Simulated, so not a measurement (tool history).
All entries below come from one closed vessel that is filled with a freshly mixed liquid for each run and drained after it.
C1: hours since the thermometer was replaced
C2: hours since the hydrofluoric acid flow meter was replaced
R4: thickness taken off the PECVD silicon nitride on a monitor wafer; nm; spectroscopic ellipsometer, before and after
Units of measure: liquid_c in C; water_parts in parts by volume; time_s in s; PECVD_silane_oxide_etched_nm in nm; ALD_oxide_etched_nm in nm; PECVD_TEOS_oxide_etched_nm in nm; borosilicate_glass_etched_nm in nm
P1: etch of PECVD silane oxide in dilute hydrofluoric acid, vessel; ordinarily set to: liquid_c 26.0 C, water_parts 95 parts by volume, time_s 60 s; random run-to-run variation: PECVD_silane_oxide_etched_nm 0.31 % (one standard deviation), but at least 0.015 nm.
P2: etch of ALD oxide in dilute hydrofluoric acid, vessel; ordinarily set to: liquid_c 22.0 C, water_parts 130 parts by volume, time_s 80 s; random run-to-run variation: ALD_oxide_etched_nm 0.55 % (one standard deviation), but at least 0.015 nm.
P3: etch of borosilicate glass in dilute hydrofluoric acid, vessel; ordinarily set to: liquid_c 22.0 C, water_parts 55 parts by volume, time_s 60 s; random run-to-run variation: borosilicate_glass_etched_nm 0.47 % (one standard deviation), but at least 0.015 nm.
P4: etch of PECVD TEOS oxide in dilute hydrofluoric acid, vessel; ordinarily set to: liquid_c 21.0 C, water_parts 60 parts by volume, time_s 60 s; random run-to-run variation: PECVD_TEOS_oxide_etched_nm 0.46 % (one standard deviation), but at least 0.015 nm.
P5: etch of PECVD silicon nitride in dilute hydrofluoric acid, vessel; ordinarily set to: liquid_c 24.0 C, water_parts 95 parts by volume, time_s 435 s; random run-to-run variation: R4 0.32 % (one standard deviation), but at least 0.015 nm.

Run 1, day 0.258: process P1, liquid_c 26.0 C, water_parts 95 parts by volume, time_s 60 s; C1 354.2; C2 731.1. Result: PECVD_silane_oxide_etched_nm 34.245 nm.
Run 2, day 0.525: process P2, liquid_c 22.0 C, water_parts 130 parts by volume, time_s 30 s; C1 360.6; C2 737.5. Result: ALD_oxide_etched_nm 3.4842 nm.
Run 3, day 0.658: process P4, liquid_c 21.0 C, water_parts 110 parts by volume, time_s 60 s; C1 363.8; C2 740.7. Result: PECVD_TEOS_oxide_etched_nm 4.7617 nm.
Run 4, day 0.933: process P2, liquid_c 22.0 C, water_parts 130 parts by volume, time_s 80 s; C1 370.4; C2 747.3. Result: ALD_oxide_etched_nm 9.2194 nm.
Run 5, day 1.138: process P5, liquid_c 24.0 C, water_parts 55 parts by volume, time_s 435 s; C1 375.3; C2 752.2. Result: R4 40.976 nm.
Run 6, day 1.262: process P2, liquid_c 17.0 C, water_parts 130 parts by volume, time_s 80 s; C1 378.3; C2 755.2. Result: ALD_oxide_etched_nm 7.5203 nm.
Run 7, day 1.525: process P4, liquid_c 21.0 C, water_parts 60 parts by volume, time_s 60 s; C1 384.6; C2 761.5. Result: PECVD_TEOS_oxide_etched_nm 9.3090 nm.
At day 1.554: hydrofluoric acid flow meter replaced.
Run 8, day 1.662: process P1, liquid_c 26.0 C, water_parts 20 parts by volume, time_s 30 s; C1 387.9; C2 2.6. Result: PECVD_silane_oxide_etched_nm 90.050 nm.
At day 1.729: thermometer replaced.
Run 9, day 1.821: process P1, liquid_c 26.0 C, water_parts 95 parts by volume, time_s 60 s; C1 2.2; C2 6.4. Result: PECVD_silane_oxide_etched_nm 34.211 nm.
Run 10, day 2.067: process P1, liquid_c 26.0 C, water_parts 170 parts by volume, time_s 60 s; C1 8.1; C2 12.3. Result: PECVD_silane_oxide_etched_nm 17.440 nm.
Run 11, day 2.271: process P2, liquid_c 22.0 C, water_parts 130 parts by volume, time_s 80 s; C1 13.0; C2 17.2. Result: ALD_oxide_etched_nm 9.1426 nm.
Run 12, day 2.533: process P3, liquid_c 22.0 C, water_parts 55 parts by volume, time_s 60 s; C1 19.3; C2 23.5. Result: borosilicate_glass_etched_nm 44.441 nm.
Run 13, day 2.775: process P5, liquid_c 24.0 C, water_parts 95 parts by volume, time_s 645 s; C1 25.1; C2 29.3. Result: R4 35.605 nm.
Run 14, day 2.958: process P1, liquid_c 26.0 C, water_parts 30 parts by volume, time_s 60 s; C1 29.5; C2 33.7. Result: PECVD_silane_oxide_etched_nm 118.710 nm.
Run 15, day 3.083: process P4, liquid_c 21.0 C, water_parts 60 parts by volume, time_s 110 s; C1 32.5; C2 36.7. Result: PECVD_TEOS_oxide_etched_nm 17.0780 nm.
Run 16, day 3.292: process P1, liquid_c 26.0 C, water_parts 95 parts by volume, time_s 30 s; C1 37.5; C2 41.7. Result: PECVD_silane_oxide_etched_nm 17.148 nm.
Run 17, day 3.529: process P1, liquid_c 18.5 C, water_parts 95 parts by volume, time_s 60 s; C1 43.2; C2 47.4. Result: PECVD_silane_oxide_etched_nm 25.294 nm.
Run 18, day 3.788: process P1, liquid_c 26.0 C, water_parts 95 parts by volume, time_s 60 s; C1 49.4; C2 53.6. Result: PECVD_silane_oxide_etched_nm 34.104 nm.
Run 19, day 4.033: process P1, liquid_c 26.0 C, water_parts 95 parts by volume, time_s 60 s; C1 55.3; C2 59.5. Result: PECVD_silane_oxide_etched_nm 34.097 nm.
Run 20, day 4.162: process P1, liquid_c 26.0 C, water_parts 95 parts by volume, time_s 60 s; C1 58.4; C2 62.6. Result: PECVD_silane_oxide_etched_nm 34.335 nm.
Run 21, day 4.392: process P1, liquid_c 26.0 C, water_parts 95 parts by volume, time_s 115 s; C1 63.9; C2 68.1. Result: PECVD_silane_oxide_etched_nm 65.388 nm.
Run 22, day 4.592: process P1, liquid_c 33.0 C, water_parts 95 parts by volume, time_s 60 s; C1 68.7; C2 72.9. Result: PECVD_silane_oxide_etched_nm 44.665 nm.
Run 23, day 4.729: process P3, liquid_c 22.0 C, water_parts 90 parts by volume, time_s 60 s; C1 72.0; C2 76.2. Result: borosilicate_glass_etched_nm 26.256 nm.
Run 24, day 4.921: process P1, liquid_c 26.0 C, water_parts 95 parts by volume, time_s 60 s; C1 76.6; C2 80.8. Result: PECVD_silane_oxide_etched_nm 34.257 nm.
Run 25, day 5.142: process P3, liquid_c 26.5 C, water_parts 55 parts by volume, time_s 60 s; C1 81.9; C2 86.1. Result: borosilicate_glass_etched_nm 53.881 nm.
Run 26, day 5.388: process P2, liquid_c 22.0 C, water_parts 205 parts by volume, time_s 80 s; C1 87.8; C2 92.0. Result: ALD_oxide_etched_nm 5.4080 nm.
Run 27, day 5.658: process P4, liquid_c 25.0 C, water_parts 60 parts by volume, time_s 60 s; C1 94.3; C2 98.5. Result: PECVD_TEOS_oxide_etched_nm 10.9260 nm.
Run 28, day 5.858: process P3, liquid_c 22.0 C, water_parts 55 parts by volume, time_s 30 s; C1 99.1; C2 103.3. Result: borosilicate_glass_etched_nm 22.378 nm.
Run 29, day 6.025: process P5, liquid_c 24.0 C, water_parts 95 parts by volume, time_s 435 s; C1 103.1; C2 107.3. Result: R4 23.965 nm.
Run 30, day 6.150: process P1, liquid_c 26.0 C, water_parts 95 parts by volume, time_s 60 s; C1 106.1; C2 110.3. Result: PECVD_silane_oxide_etched_nm 34.325 nm.
Run 31, day 6.296: process P4, liquid_c 21.0 C, water_parts 60 parts by volume, time_s 60 s; C1 109.6; C2 113.8. Result: PECVD_TEOS_oxide_etched_nm 9.1964 nm.
Run 32, day 6.496: process P1, liquid_c 26.0 C, water_parts 160 parts by volume, time_s 95 s; C1 114.4; C2 118.6. Result: PECVD_silane_oxide_etched_nm 29.812 nm.
Run 33, day 6.629: process P5, liquid_c 20.0 C, water_parts 95 parts by volume, time_s 435 s; C1 117.6; C2 121.8. Result: R4 18.353 nm.
Run 34, day 6.750: process P1, liquid_c 26.0 C, water_parts 95 parts by volume, time_s 60 s; C1 120.5; C2 124.7. Result: PECVD_silane_oxide_etched_nm 34.315 nm.
Run 35, day 6.900: process P1, liquid_c 26.0 C, water_parts 95 parts by volume, time_s 60 s; C1 124.1; C2 128.3. Result: PECVD_silane_oxide_etched_nm 35.242 nm.
Run 36, day 7.058: process P1, liquid_c 26.0 C, water_parts 95 parts by volume, time_s 60 s; C1 127.9; C2 132.1. Result: PECVD_silane_oxide_etched_nm 35.702 nm.
Run 37, day 7.325: process P1, liquid_c 26.0 C, water_parts 95 parts by volume, time_s 60 s; C1 134.3; C2 138.5. Result: PECVD_silane_oxide_etched_nm 36.264 nm.
Run 38, day 7.446: process P1, liquid_c 26.0 C, water_parts 95 parts by volume, time_s 60 s; C1 137.2; C2 141.4. Result: PECVD_silane_oxide_etched_nm 36.585 nm.
Run 39, day 7.708: process P1, liquid_c 26.0 C, water_parts 95 parts by volume, time_s 60 s; C1 143.5; C2 147.7. Result: PECVD_silane_oxide_etched_nm 37.080 nm.
Run 40, day 7.879: process P1, liquid_c 26.0 C, water_parts 95 parts by volume, time_s 60 s; C1 147.6; C2 151.8. Result: PECVD_silane_oxide_etched_nm 36.882 nm.
Run 41, day 8.092: process P1, liquid_c 26.0 C, water_parts 95 parts by volume, time_s 60 s; C1 152.7; C2 156.9. Result: PECVD_silane_oxide_etched_nm 37.106 nm.
Run 42, day 8.346: process P1, liquid_c 26.0 C, water_parts 95 parts by volume, time_s 60 s; C1 158.8; C2 163.0. Result: PECVD_silane_oxide_etched_nm 37.405 nm.
Run 43, day 8.558: process P1, liquid_c 26.0 C, water_parts 95 parts by volume, time_s 60 s; C1 163.9; C2 168.1. Result: PECVD_silane_oxide_etched_nm 37.697 nm.
Run 44, day 8.733: process P1, liquid_c 26.0 C, water_parts 95 parts by volume, time_s 60 s; C1 168.1; C2 172.3. Result: PECVD_silane_oxide_etched_nm 37.431 nm.
Run 45, day 8.892: process P1, liquid_c 26.0 C, water_parts 95 parts by volume, time_s 60 s; C1 171.9; C2 176.1. Result: PECVD_silane_oxide_etched_nm 37.271 nm.

P1 has crept away from where it was. The log is fitted equally well by each of these 2 causes, at the sizes shown:
A: hydrofluoric acid flow above the setpoint (%) = 8.42
B: liquid hotter than its thermometer reads (K) = 2.34
Creep in the process output first set in at about day 6.750.

Below are 4 check runs, each on a single wafer, with their results shown as question marks. Which of them would tell the listed causes apart, meaning the causes would give clearly different results under it?
Run check 1, day 9.050: process P2, liquid_c 22.0 C, water_parts 130 parts by volume, time_s 80 s. Result: ALD_oxide_etched_nm ?.
Run check 2, day 9.050: process P4, liquid_c 21.0 C, water_parts 60 parts by volume, time_s 60 s. Result: PECVD_TEOS_oxide_etched_nm ?.
Run check 3, day 9.050: process P3, liquid_c 22.0 C, water_parts 55 parts by volume, time_s 60 s. Result: borosilicate_glass_etched_nm ?.
Run check 4, day 9.050: process P5, liquid_c 24.0 C, water_parts 95 parts by volume, time_s 435 s. Result: R4 ?.

Predicted outcomes, by check and by cause:
  check                        result     if A     if B
check 1           ALD_oxide_etched_nm  10.1500  10.1420
check 2    PECVD_TEOS_oxide_etched_nm  10.1030  10.2090
check 3  borosilicate_glass_etched_nm   48.821   49.330
check 4                            R4   26.002   27.981
Smallest distance between any two causes, each pair judged by its most separating result, in per cent: check 1 0.08 %; check 2 1.04 %; check 3 1.04 %; check 4 7.33 %
The causes can be told apart only by check 4. The other checks would give nearly the same results under each of them.

With check 4 done, the readings were: R4 28.037 nm. Identify which of the listed causes applies.

B is the cause: liquid hotter than its thermometer reads (K).
